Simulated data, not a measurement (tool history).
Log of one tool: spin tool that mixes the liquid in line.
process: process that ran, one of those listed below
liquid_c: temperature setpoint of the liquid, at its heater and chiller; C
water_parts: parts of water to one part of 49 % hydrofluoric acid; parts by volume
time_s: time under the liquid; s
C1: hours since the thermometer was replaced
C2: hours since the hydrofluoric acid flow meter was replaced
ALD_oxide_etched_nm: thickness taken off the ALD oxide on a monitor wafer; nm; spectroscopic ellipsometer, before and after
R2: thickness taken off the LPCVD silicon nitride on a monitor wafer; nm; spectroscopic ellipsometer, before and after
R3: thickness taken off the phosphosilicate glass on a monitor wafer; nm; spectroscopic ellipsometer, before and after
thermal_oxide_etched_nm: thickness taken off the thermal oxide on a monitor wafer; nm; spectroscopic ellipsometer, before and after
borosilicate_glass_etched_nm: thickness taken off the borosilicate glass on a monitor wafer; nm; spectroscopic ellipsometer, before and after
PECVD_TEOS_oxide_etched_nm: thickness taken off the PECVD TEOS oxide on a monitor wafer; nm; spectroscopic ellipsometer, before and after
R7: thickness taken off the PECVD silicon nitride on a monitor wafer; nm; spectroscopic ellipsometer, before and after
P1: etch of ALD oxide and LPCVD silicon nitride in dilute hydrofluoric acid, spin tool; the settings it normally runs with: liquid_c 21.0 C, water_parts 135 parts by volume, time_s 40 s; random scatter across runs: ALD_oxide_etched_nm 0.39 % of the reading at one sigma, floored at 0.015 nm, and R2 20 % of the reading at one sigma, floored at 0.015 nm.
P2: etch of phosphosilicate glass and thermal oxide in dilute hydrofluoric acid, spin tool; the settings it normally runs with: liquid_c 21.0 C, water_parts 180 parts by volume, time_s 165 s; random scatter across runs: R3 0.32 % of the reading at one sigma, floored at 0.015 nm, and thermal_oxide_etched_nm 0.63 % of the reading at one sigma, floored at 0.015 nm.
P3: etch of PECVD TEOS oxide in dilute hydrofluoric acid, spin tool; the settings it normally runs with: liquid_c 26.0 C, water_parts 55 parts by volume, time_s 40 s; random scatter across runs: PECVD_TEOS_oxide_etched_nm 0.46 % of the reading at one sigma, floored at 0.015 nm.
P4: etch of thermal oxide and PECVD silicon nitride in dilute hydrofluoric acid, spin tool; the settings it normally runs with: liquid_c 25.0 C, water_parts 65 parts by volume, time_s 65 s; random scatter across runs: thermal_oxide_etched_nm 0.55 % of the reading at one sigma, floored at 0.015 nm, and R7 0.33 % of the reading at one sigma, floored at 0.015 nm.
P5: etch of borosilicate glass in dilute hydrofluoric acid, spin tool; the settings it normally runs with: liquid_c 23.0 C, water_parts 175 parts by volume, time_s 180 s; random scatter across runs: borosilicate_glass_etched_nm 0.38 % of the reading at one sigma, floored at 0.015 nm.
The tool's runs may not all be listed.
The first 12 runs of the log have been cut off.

Run 13, hour 165.8: process P4, liquid_c 19.5 C, water_parts 65 parts by volume, time_s 65 s; C1 86.1; C2 1373.8. Result: thermal_oxide_etched_nm 4.3005 nm, R7 4.1175 nm.
Run 14, hour 182.5: process P2, liquid_c 21.0 C, water_parts 115 parts by volume, time_s 165 s; C1 102.8; C2 1390.5. Result: R3 76.044 nm, thermal_oxide_etched_nm 5.8388 nm.
Run 15, hour 190.2: process P1, liquid_c 26.5 C, water_parts 135 parts by volume, time_s 15 s; C1 110.5; C2 1398.2. Result: ALD_oxide_etched_nm 3.0906 nm, R2 0.058764 nm.
Run 16, hour 197.9: process P1, liquid_c 21.0 C, water_parts 40 parts by volume, time_s 40 s; C1 118.2; C2 1405.9. Result: ALD_oxide_etched_nm 24.8780 nm, R2 0.448920 nm.
Run 17, hour 208.7: process P5, liquid_c 23.0 C, water_parts 175 parts by volume, time_s 35 s; C1 129.0; C2 1416.7. Result: borosilicate_glass_etched_nm 5.7124 nm.
Run 18, hour 218.2: process P3, liquid_c 26.0 C, water_parts 55 parts by volume, time_s 40 s; C1 138.5; C2 1426.2. Result: PECVD_TEOS_oxide_etched_nm 11.967 nm.
Run 19, hour 234.3: process P4, liquid_c 25.0 C, water_parts 65 parts by volume, time_s 115 s; C1 154.6; C2 1442.3. Result: thermal_oxide_etched_nm 9.6256 nm, R7 10.5940 nm.
Run 20, hour 251.6: process P1, liquid_c 21.0 C, water_parts 135 parts by volume, time_s 15 s; C1 171.9; C2 1459.6. Result: ALD_oxide_etched_nm 2.4616 nm, R2 0.046569 nm.
Run 21, hour 263.5: process P3, liquid_c 21.0 C, water_parts 55 parts by volume, time_s 40 s; C1 183.8; C2 1471.5. Result: PECVD_TEOS_oxide_etched_nm 9.774 nm.
Run 22, hour 274.1: process P2, liquid_c 27.5 C, water_parts 180 parts by volume, time_s 165 s; C1 194.4; C2 1482.1. Result: R3 57.784 nm, thermal_oxide_etched_nm 4.3864 nm.
Run 23, hour 288.8: process P3, liquid_c 26.0 C, water_parts 55 parts by volume, time_s 40 s; C1 209.1; C2 1496.8. Result: PECVD_TEOS_oxide_etched_nm 11.959 nm.
Run 24, hour 300.6: process P1, liquid_c 21.0 C, water_parts 135 parts by volume, time_s 80 s; C1 220.9; C2 1508.6. Result: ALD_oxide_etched_nm 13.1770 nm, R2 0.263740 nm.
Run 25, hour 316.1: process P1, liquid_c 21.0 C, water_parts 135 parts by volume, time_s 40 s; C1 236.4; C2 1524.1. Result: ALD_oxide_etched_nm 6.6387 nm, R2 0.083938 nm.
Run 26, hour 328.3: process P5, liquid_c 23.0 C, water_parts 295 parts by volume, time_s 180 s; C1 248.6; C2 1536.3. Result: borosilicate_glass_etched_nm 15.3300 nm.
Run 27, hour 345.8: process P4, liquid_c 25.0 C, water_parts 30 parts by volume, time_s 65 s; C1 266.1; C2 1553.8. Result: thermal_oxide_etched_nm 12.4910 nm, R7 12.7800 nm.
Run 28, hour 358.6: process P1, liquid_c 21.0 C, water_parts 135 parts by volume, time_s 40 s; C1 278.9; C2 1566.6. Result: ALD_oxide_etched_nm 6.5826 nm, R2 0.109310 nm.
Run 29, hour 366.3: process P1, liquid_c 17.0 C, water_parts 135 parts by volume, time_s 40 s; C1 286.6; C2 1574.3. Result: ALD_oxide_etched_nm 5.6143 nm, R2 0.093042 nm.

Run 30 is up next; what results do you expect?
Run 30, hour 375.8: process P1, liquid_c 21.0 C, water_parts 135 parts by volume, time_s 40 s; C1 296.1; C2 1583.8. Result: ALD_oxide_etched_nm ?, R2 ?.

Run 30 came out at ALD_oxide_etched_nm 6.6501 nm, R2 0.126900 nm.

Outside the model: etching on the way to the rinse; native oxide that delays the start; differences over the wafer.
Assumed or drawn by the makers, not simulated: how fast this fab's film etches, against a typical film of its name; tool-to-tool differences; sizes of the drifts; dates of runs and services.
